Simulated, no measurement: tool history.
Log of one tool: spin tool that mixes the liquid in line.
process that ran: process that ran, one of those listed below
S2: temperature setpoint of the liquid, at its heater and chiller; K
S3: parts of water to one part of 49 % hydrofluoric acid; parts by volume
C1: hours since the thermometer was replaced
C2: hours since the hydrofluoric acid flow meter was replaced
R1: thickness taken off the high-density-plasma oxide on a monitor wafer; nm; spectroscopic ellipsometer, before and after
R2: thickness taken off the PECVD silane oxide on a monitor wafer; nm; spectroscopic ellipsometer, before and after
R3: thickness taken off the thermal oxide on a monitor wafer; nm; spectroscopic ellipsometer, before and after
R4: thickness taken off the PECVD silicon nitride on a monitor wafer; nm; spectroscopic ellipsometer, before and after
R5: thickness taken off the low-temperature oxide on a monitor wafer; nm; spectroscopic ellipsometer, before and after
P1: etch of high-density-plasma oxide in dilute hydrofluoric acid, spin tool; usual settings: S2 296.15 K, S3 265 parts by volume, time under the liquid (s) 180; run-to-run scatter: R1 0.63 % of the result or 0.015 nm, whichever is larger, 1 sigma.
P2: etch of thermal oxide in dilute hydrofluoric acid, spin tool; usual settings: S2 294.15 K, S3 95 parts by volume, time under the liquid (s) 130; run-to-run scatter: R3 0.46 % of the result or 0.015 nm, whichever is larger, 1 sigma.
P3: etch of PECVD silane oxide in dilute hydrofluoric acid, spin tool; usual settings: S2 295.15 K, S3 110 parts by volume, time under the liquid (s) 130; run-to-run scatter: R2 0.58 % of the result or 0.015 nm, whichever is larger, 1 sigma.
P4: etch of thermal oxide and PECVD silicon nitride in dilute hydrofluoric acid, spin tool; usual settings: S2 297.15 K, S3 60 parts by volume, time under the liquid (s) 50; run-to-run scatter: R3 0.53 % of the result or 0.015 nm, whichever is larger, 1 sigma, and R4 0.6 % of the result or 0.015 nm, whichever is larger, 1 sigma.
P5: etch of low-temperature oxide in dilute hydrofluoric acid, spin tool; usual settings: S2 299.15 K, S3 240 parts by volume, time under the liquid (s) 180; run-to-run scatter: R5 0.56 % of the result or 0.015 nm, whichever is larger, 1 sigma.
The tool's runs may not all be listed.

run 1 hour=4.3 | process_that_ran=P1 S2=296.15 S3=265 time_under_the_liquid_(s)=180 | C1=1505.9 C2=470.6 | R1=3.6693
run 2 hour=8.2 | process_that_ran=P1 S2=296.15 S3=265 time_under_the_liquid_(s)=180 | C1=1509.8 C2=474.5 | R1=3.6053
run 3 hour=12.6 | process_that_ran=P3 S2=295.15 S3=110 time_under_the_liquid_(s)=45 | C1=1514.2 C2=478.9 | R2=18.391
run 4 hour=15.4 | process_that_ran=P3 S2=295.15 S3=160 time_under_the_liquid_(s)=130 | C1=1517 C2=481.7 | R2=34.337
run 5 hour=17.9 | process_that_ran=P4 S2=297.15 S3=60 time_under_the_liquid_(s)=100 | C1=1519.5 C2=484.2 | R3=7.9881 R4=9.2728
run 6 hour=21.5 | process_that_ran=P3 S2=303.15 S3=110 time_under_the_liquid_(s)=130 | C1=1523.1 C2=487.8 | R2=72.048
run 7 hour=25.6 | process_that_ran=P1 S2=296.15 S3=265 time_under_the_liquid_(s)=180 | C1=1527.2 C2=491.9 | R1=3.6328
run 8 hour=29.3 | process_that_ran=P5 S2=299.15 S3=240 time_under_the_liquid_(s)=30 | C1=1530.9 C2=495.6 | R5=1.6084
run 9 hour=33.3 | process_that_ran=P5 S2=307.15 S3=240 time_under_the_liquid_(s)=180 | C1=1534.9 C2=499.6 | R5=13.023
run 10 hour=35.7 | process_that_ran=P1 S2=296.15 S3=265 time_under_the_liquid_(s)=355 | C1=1537.3 C2=502 | R1=7.105
run 11 hour=40.1 | process_that_ran=P2 S2=298.65 S3=95 time_under_the_liquid_(s)=130 | C1=1541.7 C2=506.4 | R3=6.7622
run 12 hour=44.1 | process_that_ran=P4 S2=297.15 S3=100 time_under_the_liquid_(s)=50 | C1=1545.7 C2=510.4 | R3=2.2785 R4=2.8056
run 13 hour=46.9 | process_that_ran=P5 S2=299.15 S3=240 time_under_the_liquid_(s)=180 | C1=1548.5 C2=513.2 | R5=9.8645
run 14 hour=49.6 | process_that_ran=P4 S2=297.15 S3=60 time_under_the_liquid_(s)=50 | C1=1551.2 C2=515.9 | R3=3.9901 R4=4.6703
run 15 hour=52.1 | process_that_ran=P3 S2=295.15 S3=110 time_under_the_liquid_(s)=130 | C1=1553.7 C2=518.4 | R2=53.602
run 16 hour=55.7 | process_that_ran=P2 S2=294.15 S3=95 time_under_the_liquid_(s)=130 | C1=1557.3 C2=522 | R3=5.6216
run 17 hour=57.8 | process_that_ran=P4 S2=305.15 S3=60 time_under_the_liquid_(s)=50 | C1=1559.4 C2=524.1 | R3=5.5517 R4=7.7788
run 18 hour=60.5 | process_that_ran=P1 S2=296.15 S3=265 time_under_the_liquid_(s)=90 | C1=1562.1 C2=526.8 | R1=1.8349
run 19 hour=63.9 | process_that_ran=P2 S2=294.15 S3=175 time_under_the_liquid_(s)=130 | C1=1565.5 C2=530.2 | R3=2.7762
run 20 hour=66.3 | process_that_ran=P5 S2=299.15 S3=240 time_under_the_liquid_(s)=180 | C1=1567.9 C2=532.6 | R5=9.8402
run 21 hour=69.5 | process_that_ran=P2 S2=294.15 S3=95 time_under_the_liquid_(s)=20 | C1=1571.1 C2=535.8 | R3=0.86331
run 22 hour=73 | process_that_ran=P1 S2=290.15 S3=430 time_under_the_liquid_(s)=180 | C1=1574.6 C2=539.3 | R1=1.5558

Forecast run 23:
-- hour=73.4 hydrofluoric acid flow meter replaced
run 23 hour=76.6 | process_that_ran=P1 S2=296.15 S3=60 time_under_the_liquid_(s)=180 | C1=1578.2 C2=3.3 | R1=?

Run 23 gave R1 20 nm.
